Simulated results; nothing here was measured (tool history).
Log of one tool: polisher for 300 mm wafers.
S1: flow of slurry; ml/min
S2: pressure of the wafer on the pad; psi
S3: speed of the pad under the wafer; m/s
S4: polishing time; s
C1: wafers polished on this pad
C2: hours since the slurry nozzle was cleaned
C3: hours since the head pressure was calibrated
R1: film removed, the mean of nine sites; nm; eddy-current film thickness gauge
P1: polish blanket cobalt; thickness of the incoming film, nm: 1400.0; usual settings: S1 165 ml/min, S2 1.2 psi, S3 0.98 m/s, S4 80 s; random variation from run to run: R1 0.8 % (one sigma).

run,hour,S1,S2,S3,S4,C1,C2,C3,R1
1,6,165,1.2,0.98,80,798,53.3,1084.7,248.82
2,11.9,115,1.5,0.98,80,845,59.2,1090.6,285.85
3,19.5,165,1.9,0.98,80,906,66.8,1098.2,387.72
4,32.1,165,1.2,0.98,80,1007,79.4,1110.8,248.96
5,43.9,260,1.2,0.98,80,1102,91.2,1122.6,261.24
6,54.1,165,0.5,0.98,80,1184,101.4,1132.8,101.53
7,64.4,165,1.2,0.98,80,1266,111.7,1143.1,246.64
8,74.6,165,1.2,0.98,123,1348,121.9,1153.3,377.42
9,82,100,1.2,0.98,80,1408,129.3,1160.7,221.74
10,90.2,165,1.2,1.32,80,1473,137.5,1168.9,327.32
11,98.4,165,1.2,0.98,80,1539,145.7,1177.1,246.78
12,105.4,165,1.2,0.98,41,1595,152.7,1184.1,125.67
13,113.6,165,1.2,0.98,80,1661,160.9,1192.3,248.75
# hour 119.1: head pressure recalibrated
14,122.6,165,1.2,0.44,80,1733,169.9,3.5,111.64
15,130.3,165,1.2,0.98,80,1795,177.6,11.2,246.22
16,135.9,165,1.2,0.98,80,1840,183.2,16.8,243.98
17,146.6,165,1.2,0.98,80,1926,193.9,27.5,245.79
18,157.5,165,1.2,0.98,80,2013,204.8,38.4,242.28
19,163.9,165,1.2,0.98,80,2064,211.2,44.8,238.37

The next listed run, before its measurement:
20,175,165,1.2,0.98,80,2153,222.3,55.9,?

Run 20 gave R1 231.7 nm.
